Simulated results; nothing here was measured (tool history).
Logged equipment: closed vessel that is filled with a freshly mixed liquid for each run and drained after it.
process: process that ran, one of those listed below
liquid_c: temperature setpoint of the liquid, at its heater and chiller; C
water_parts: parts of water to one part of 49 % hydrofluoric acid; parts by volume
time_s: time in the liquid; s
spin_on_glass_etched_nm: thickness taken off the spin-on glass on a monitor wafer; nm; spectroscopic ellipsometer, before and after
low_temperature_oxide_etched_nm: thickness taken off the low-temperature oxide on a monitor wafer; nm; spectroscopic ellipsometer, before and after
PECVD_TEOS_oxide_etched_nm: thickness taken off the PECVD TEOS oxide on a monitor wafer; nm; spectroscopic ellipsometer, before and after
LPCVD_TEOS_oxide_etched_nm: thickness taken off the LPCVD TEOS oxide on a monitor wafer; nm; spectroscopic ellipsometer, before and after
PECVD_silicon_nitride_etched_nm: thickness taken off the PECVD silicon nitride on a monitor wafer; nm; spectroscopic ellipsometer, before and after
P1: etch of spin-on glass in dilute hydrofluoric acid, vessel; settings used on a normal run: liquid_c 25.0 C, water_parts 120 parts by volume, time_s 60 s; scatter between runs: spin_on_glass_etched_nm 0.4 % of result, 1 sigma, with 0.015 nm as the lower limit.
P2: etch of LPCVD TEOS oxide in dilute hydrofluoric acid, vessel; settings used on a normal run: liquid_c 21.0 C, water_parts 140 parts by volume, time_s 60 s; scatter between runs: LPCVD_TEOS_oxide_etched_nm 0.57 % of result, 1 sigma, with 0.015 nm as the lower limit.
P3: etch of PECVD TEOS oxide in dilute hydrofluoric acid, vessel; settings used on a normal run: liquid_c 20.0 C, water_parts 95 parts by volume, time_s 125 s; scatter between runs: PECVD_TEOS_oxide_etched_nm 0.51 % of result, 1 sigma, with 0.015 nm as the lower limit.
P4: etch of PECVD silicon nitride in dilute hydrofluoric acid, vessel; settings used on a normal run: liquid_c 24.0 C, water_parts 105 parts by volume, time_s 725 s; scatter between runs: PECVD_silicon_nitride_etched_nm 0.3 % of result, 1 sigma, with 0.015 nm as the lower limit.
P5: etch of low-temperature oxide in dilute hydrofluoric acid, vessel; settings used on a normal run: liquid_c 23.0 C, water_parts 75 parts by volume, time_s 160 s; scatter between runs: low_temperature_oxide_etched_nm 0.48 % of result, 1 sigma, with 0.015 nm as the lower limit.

run,hour,process,liquid_c,water_parts,time_s,spin_on_glass_etched_nm,low_temperature_oxide_etched_nm,PECVD_TEOS_oxide_etched_nm,LPCVD_TEOS_oxide_etched_nm,PECVD_silicon_nitride_etched_nm
1,3.7,P1,25.0,120,60,28.939,,,,
2,6.2,P5,23.0,20,160,,101.270,,,
3,9.1,P5,23.0,75,160,,25.261,,,
4,13.3,P3,20.0,95,125,,,14.0880,,
5,17.8,P2,21.0,140,60,,,,13.9970,
6,21.4,P2,21.0,225,60,,,,7.9688,
7,23.9,P1,25.0,120,60,28.730,,,,
8,27.5,P1,25.0,120,30,14.439,,,,
9,31.2,P1,25.0,120,60,28.739,,,,
10,36.1,P1,25.0,65,60,56.950,,,,
11,40.4,P1,29.5,120,60,34.119,,,,
12,44.8,P1,17.0,120,60,20.884,,,,
13,49.1,P2,21.0,140,30,,,,6.8974,
14,52.7,P1,25.0,70,105,92.715,,,,
15,56.4,P1,25.0,120,60,28.869,,,,
16,61.3,P3,20.0,95,215,,,24.4160,,
17,65.0,P2,21.0,140,60,,,,13.8810,
18,67.8,P4,24.0,105,90,,,,,4.2219
19,70.5,P3,26.0,95,125,,,18.0810,,
20,75.6,P5,30.0,75,160,,33.060,,,
21,78.0,P4,24.0,105,725,,,,,33.8280
22,80.8,P2,17.0,140,60,,,,11.8530,
23,85.2,P1,25.0,120,60,28.806,,,,
# hour 88.0: thermometer replaced
24,89.5,P1,25.0,120,95,45.804,,,,
25,94.1,P3,20.0,160,125,,,7.9069,,
26,97.7,P4,29.5,105,725,,,,,48.4150
27,101.0,P1,25.0,175,60,18.446,,,,
28,105.9,P3,20.0,95,125,,,14.0550,,
29,109.9,P4,24.0,60,725,,,,,58.7820
30,113.1,P4,24.0,105,725,,,,,33.8320
31,116.6,P5,23.0,75,35,,5.474,,,
32,122.0,P1,25.0,120,60,28.829,,,,
33,125.3,P1,25.0,120,60,29.374,,,,
34,130.1,P1,25.0,120,60,29.797,,,,
35,134.5,P1,25.0,120,60,30.179,,,,
36,139.2,P1,25.0,120,60,30.459,,,,
37,143.1,P1,25.0,120,60,30.172,,,,
38,147.8,P1,25.0,120,60,30.619,,,,
39,150.4,P1,25.0,120,60,30.703,,,,
40,154.7,P1,25.0,120,60,30.455,,,,

The log shows P1 creeping away from where it was. Any of the 2 causes listed here, at the size stated for it, fits the log just as well as the others:
A: hydrofluoric acid flow above the setpoint (%) = 5.31
B: liquid hotter than its thermometer reads (K) = 1.55
The onset of the drift is placed at about hour 122.0.

Of the 4 check runs listed below, each run on one wafer and each result written as a question mark, which would let you distinguish the listed causes because they would give clearly different results?
check 1,159.0,P2,21.0,140,60,,,,?,
check 2,159.0,P5,23.0,75,160,,?,,,
check 3,159.0,P4,24.0,105,725,,,,,?
check 4,159.0,P3,20.0,95,125,,,?,,

Check results expected under each cause:
check,result,if A,if B
check 1,LPCVD_TEOS_oxide_etched_nm,14.7960,14.8200
check 2,low_temperature_oxide_etched_nm,26.663,26.830
check 3,PECVD_silicon_nitride_etched_nm,35.6070,37.4420
check 4,PECVD_TEOS_oxide_etched_nm,15.0230,15.1170
Smallest distance between any two causes, each pair judged by its most separating result, in per cent: check 1 0.16 %; check 2 0.62 %; check 3 5.02 %; check 4 0.63 %
The other checks would show nearly matching results whichever cause is true, so check 3 is the only one that separates the causes.

Check 3 was carried out, with these results: PECVD_silicon_nitride_etched_nm 37.3100 nm. Which of the listed causes is responsible?

It was cause B: liquid hotter than its thermometer reads (K).
